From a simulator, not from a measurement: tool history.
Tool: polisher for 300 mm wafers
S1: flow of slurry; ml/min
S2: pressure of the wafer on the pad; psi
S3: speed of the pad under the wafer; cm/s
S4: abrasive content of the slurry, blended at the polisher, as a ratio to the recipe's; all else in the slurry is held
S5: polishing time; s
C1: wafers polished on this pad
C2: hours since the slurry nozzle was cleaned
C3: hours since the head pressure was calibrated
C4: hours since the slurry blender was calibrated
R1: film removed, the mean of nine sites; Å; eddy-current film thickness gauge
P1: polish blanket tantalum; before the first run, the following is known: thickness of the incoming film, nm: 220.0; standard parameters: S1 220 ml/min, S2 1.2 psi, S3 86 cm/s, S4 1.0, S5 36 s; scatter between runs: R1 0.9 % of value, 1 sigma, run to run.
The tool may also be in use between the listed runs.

Run 1, day 0.129: S1 220 ml/min, S2 1.2 psi, S3 86 cm/s, S4 1.0, S5 36 s; C1 359; C2 145.5; C3 321.7; C4 23.6. Result: R1 309.510 Å.
Run 2, day 0.383: S1 220 ml/min, S2 1.2 psi, S3 86 cm/s, S4 1.0, S5 36 s; C1 463; C2 151.6; C3 327.8; C4 29.7. Result: R1 304.390 Å.
Run 3, day 0.546: S1 220 ml/min, S2 1.2 psi, S3 44 cm/s, S4 1.0, S5 36 s; C1 529; C2 155.5; C3 331.7; C4 33.6. Result: R1 156.260 Å.
Run 4, day 0.675: S1 220 ml/min, S2 1.2 psi, S3 134 cm/s, S4 1.0, S5 36 s; C1 582; C2 158.6; C3 334.8; C4 36.7. Result: R1 476.280 Å.
Run 5, day 0.892: S1 220 ml/min, S2 1.2 psi, S3 86 cm/s, S4 1.3, S5 36 s; C1 671; C2 163.8; C3 340.0; C4 41.9. Result: R1 325.140 Å.
Run 6, day 1.142: S1 275 ml/min, S2 1.2 psi, S3 86 cm/s, S4 1.0, S5 36 s; C1 773; C2 169.8; C3 346.0; C4 47.9. Result: R1 312.550 Å.
Run 7, day 1.304: S1 220 ml/min, S2 1.2 psi, S3 86 cm/s, S4 0.6, S5 36 s; C1 840; C2 173.7; C3 349.9; C4 51.8. Result: R1 253.650 Å.
Run 8, day 1.508: S1 220 ml/min, S2 1.2 psi, S3 86 cm/s, S4 1.0, S5 36 s; C1 923; C2 178.6; C3 354.8; C4 56.7. Result: R1 306.120 Å.
Run 9, day 1.679: S1 220 ml/min, S2 1.2 psi, S3 86 cm/s, S4 1.0, S5 56 s; C1 993; C2 182.7; C3 358.9; C4 60.8. Result: R1 473.570 Å.
Run 10, day 1.808: S1 220 ml/min, S2 0.7 psi, S3 86 cm/s, S4 1.0, S5 36 s; C1 1046; C2 185.8; C3 362.0; C4 63.9. Result: R1 177.640 Å.
Run 11, day 1.962: S1 220 ml/min, S2 0.8 psi, S3 86 cm/s, S4 1.0, S5 16 s; C1 1110; C2 189.5; C3 365.7; C4 67.6. Result: R1 89.221 Å.
Run 12, day 2.192: S1 220 ml/min, S2 1.5 psi, S3 86 cm/s, S4 1.0, S5 36 s; C1 1203; C2 195.0; C3 371.2; C4 73.1. Result: R1 379.890 Å.
Run 13, day 2.350: S1 220 ml/min, S2 1.2 psi, S3 86 cm/s, S4 1.0, S5 36 s; C1 1268; C2 198.8; C3 375.0; C4 76.9. Result: R1 306.930 Å.
Run 14, day 2.508: S1 220 ml/min, S2 1.2 psi, S3 86 cm/s, S4 1.0, S5 36 s; C1 1333; C2 202.6; C3 378.8; C4 80.7. Result: R1 304.320 Å.
Run 15, day 2.642: S1 130 ml/min, S2 1.2 psi, S3 86 cm/s, S4 1.0, S5 36 s; C1 1388; C2 205.8; C3 382.0; C4 83.9. Result: R1 286.330 Å.
At day 2.854: slurry nozzle cleaned.
Run 16, day 2.858: S1 220 ml/min, S2 1.2 psi, S3 86 cm/s, S4 1.0, S5 21 s; C1 1476; C2 0.1; C3 387.2; C4 89.1. Result: R1 180.470 Å.
Run 17, day 3.067: S1 220 ml/min, S2 1.2 psi, S3 86 cm/s, S4 1.0, S5 36 s; C1 1562; C2 5.1; C3 392.2; C4 94.1. Result: R1 310.470 Å.
Run 18, day 3.338: S1 220 ml/min, S2 1.2 psi, S3 86 cm/s, S4 1.0, S5 36 s; C1 1673; C2 11.6; C3 398.7; C4 100.6. Result: R1 307.700 Å.
Run 19, day 3.504: S1 220 ml/min, S2 1.2 psi, S3 86 cm/s, S4 1.0, S5 36 s; C1 1741; C2 15.6; C3 402.7; C4 104.6. Result: R1 293.330 Å.
Run 20, day 3.638: S1 220 ml/min, S2 1.2 psi, S3 86 cm/s, S4 1.0, S5 36 s; C1 1796; C2 18.8; C3 405.9; C4 107.8. Result: R1 283.720 Å.
At day 3.796: head pressure recalibrated.
Run 21, day 3.854: S1 220 ml/min, S2 1.2 psi, S3 86 cm/s, S4 1.0, S5 36 s; C1 1884; C2 24.0; C3 1.5; C4 113.0. Result: R1 278.620 Å.
At day 3.900: slurry nozzle cleaned.
Run 22, day 4.058: S1 220 ml/min, S2 1.2 psi, S3 86 cm/s, S4 1.0, S5 36 s; C1 1968; C2 3.9; C3 6.4; C4 117.9. Result: R1 276.280 Å.
Run 23, day 4.262: S1 220 ml/min, S2 1.2 psi, S3 86 cm/s, S4 1.0, S5 36 s; C1 2052; C2 8.8; C3 11.3; C4 122.8. Result: R1 270.860 Å.
Run 24, day 4.500: S1 220 ml/min, S2 1.2 psi, S3 86 cm/s, S4 1.0, S5 36 s; C1 2149; C2 14.5; C3 17.0; C4 128.5. Result: R1 272.470 Å.

P1 no longer gives what it gave before; its output has crept away from where it was. The following 2 causes, each at its listed size, fit the log equally well:
A: removal rate lost through wear of the pad, % = 10.6
B: abrasive missing from the slurry, % = 29.4
The gradual shift began around day 3.338.
Ruled out, with reasons:
slurry flow missing at the pad, %: maintenance at day 3.900, after the shift began, did not return the process to its former output
head's pressure below its setpoint, %: maintenance at day 3.796, after the shift began, did not return the process to its former output

Below are 4 check runs, each averaged over 5 wafers, with their results shown as question marks. Which of them would give clearly different results depending on which cause is behind the drift?
Run check 1, day 4.738: S1 220 ml/min, S2 1.5 psi, S3 86 cm/s, S4 1.00, S5 36 s. Result: R1 ?.
Run check 2, day 4.738: S1 220 ml/min, S2 1.2 psi, S3 86 cm/s, S4 0.65, S5 36 s. Result: R1 ?.
Run check 3, day 4.738: S1 270 ml/min, S2 1.2 psi, S3 86 cm/s, S4 1.00, S5 28 s. Result: R1 ?.
Run check 4, day 4.738: S1 220 ml/min, S2 0.9 psi, S3 86 cm/s, S4 1.00, S5 56 s. Result: R1 ?.

What each check would give under each cause:
  check  result     if A     if B
check 1      R1  341.530  341.410
check 2      R1  236.800  228.610
check 3      R1  217.370  217.290
check 4      R1  318.760  318.650
Distance between the nearest two causes, measured in the result of the check that separates them most: check 1 0.04 %; check 2 3.52 %; check 3 0.04 %; check 4 0.04 %
The other checks would show nearly matching results whichever cause is true, so check 2 is the only one that separates the causes.

Then check 2 was run and gave: R1 227.490 Å. Which cause is it?

The cause is B: abrasive missing from the slurry, %.
